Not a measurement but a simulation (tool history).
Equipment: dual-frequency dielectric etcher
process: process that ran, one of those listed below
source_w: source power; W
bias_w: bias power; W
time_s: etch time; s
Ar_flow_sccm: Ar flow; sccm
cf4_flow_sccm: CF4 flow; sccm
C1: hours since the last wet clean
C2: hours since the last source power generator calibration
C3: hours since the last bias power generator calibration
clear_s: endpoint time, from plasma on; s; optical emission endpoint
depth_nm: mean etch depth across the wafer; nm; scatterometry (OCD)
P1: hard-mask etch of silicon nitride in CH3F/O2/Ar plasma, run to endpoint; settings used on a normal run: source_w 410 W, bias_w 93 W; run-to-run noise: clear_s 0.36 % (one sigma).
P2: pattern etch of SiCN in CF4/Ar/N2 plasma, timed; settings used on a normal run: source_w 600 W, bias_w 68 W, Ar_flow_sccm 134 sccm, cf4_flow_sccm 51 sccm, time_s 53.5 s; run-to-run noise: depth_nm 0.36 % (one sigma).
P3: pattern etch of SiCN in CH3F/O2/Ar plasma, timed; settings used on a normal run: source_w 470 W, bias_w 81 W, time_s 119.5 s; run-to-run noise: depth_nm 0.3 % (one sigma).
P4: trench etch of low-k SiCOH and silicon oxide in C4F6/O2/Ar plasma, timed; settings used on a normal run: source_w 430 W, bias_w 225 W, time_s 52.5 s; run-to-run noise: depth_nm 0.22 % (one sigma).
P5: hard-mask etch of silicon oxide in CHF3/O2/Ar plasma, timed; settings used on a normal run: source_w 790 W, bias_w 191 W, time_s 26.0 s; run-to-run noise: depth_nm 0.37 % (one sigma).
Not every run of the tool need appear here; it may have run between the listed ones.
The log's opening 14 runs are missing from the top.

Run 15, day 6.792: process P1, source_w 310 W, bias_w 93 W; C1 36.4; C2 1877.0; C3 46.2. Result: clear_s 64.055 s.
Run 16, day 7.212: process P3, source_w 470 W, bias_w 81 W, time_s 119.5 s; C1 46.5; C2 1887.1; C3 56.3. Result: depth_nm 50.658 nm.
Run 17, day 7.596: process P5, source_w 790 W, bias_w 191 W, time_s 36.0 s; C1 55.7; C2 1896.3; C3 65.5. Result: depth_nm 80.146 nm.
At day 8.021: source power generator calibrated.
Run 18, day 8.225: process P1, source_w 410 W, bias_w 118 W; C1 70.8; C2 5.0; C3 80.6. Result: clear_s 52.942 s.
Run 19, day 8.800: process P4, source_w 610 W, bias_w 225 W, time_s 52.5 s; C1 84.6; C2 18.8; C3 94.4. Result: depth_nm 209.720 nm.
Run 20, day 9.421: process P5, source_w 790 W, bias_w 191 W, time_s 26.0 s; C1 99.5; C2 33.7; C3 109.3. Result: depth_nm 58.090 nm.
Run 21, day 9.725: process P3, source_w 650 W, bias_w 81 W, time_s 119.5 s; C1 106.8; C2 41.0; C3 116.6. Result: depth_nm 57.041 nm.
Run 22, day 10.154: process P5, source_w 790 W, bias_w 256 W, time_s 26.0 s; C1 117.1; C2 51.3; C3 126.9. Result: depth_nm 64.052 nm.
Run 23, day 10.442: process P1, source_w 540 W, bias_w 93 W; C1 124.0; C2 58.2; C3 133.8. Result: clear_s 52.072 s.
Run 24, day 10.788: process P4, source_w 430 W, bias_w 225 W, time_s 35.5 s; C1 132.3; C2 66.5; C3 142.1. Result: depth_nm 123.810 nm.

Run 25 comes next. What will it give?
Run 25, day 11.162: process P5, source_w 1080 W, bias_w 191 W, time_s 26.0 s; C1 141.3; C2 75.5; C3 151.1. Result: depth_nm ?.

depth_nm: 65.720 nm
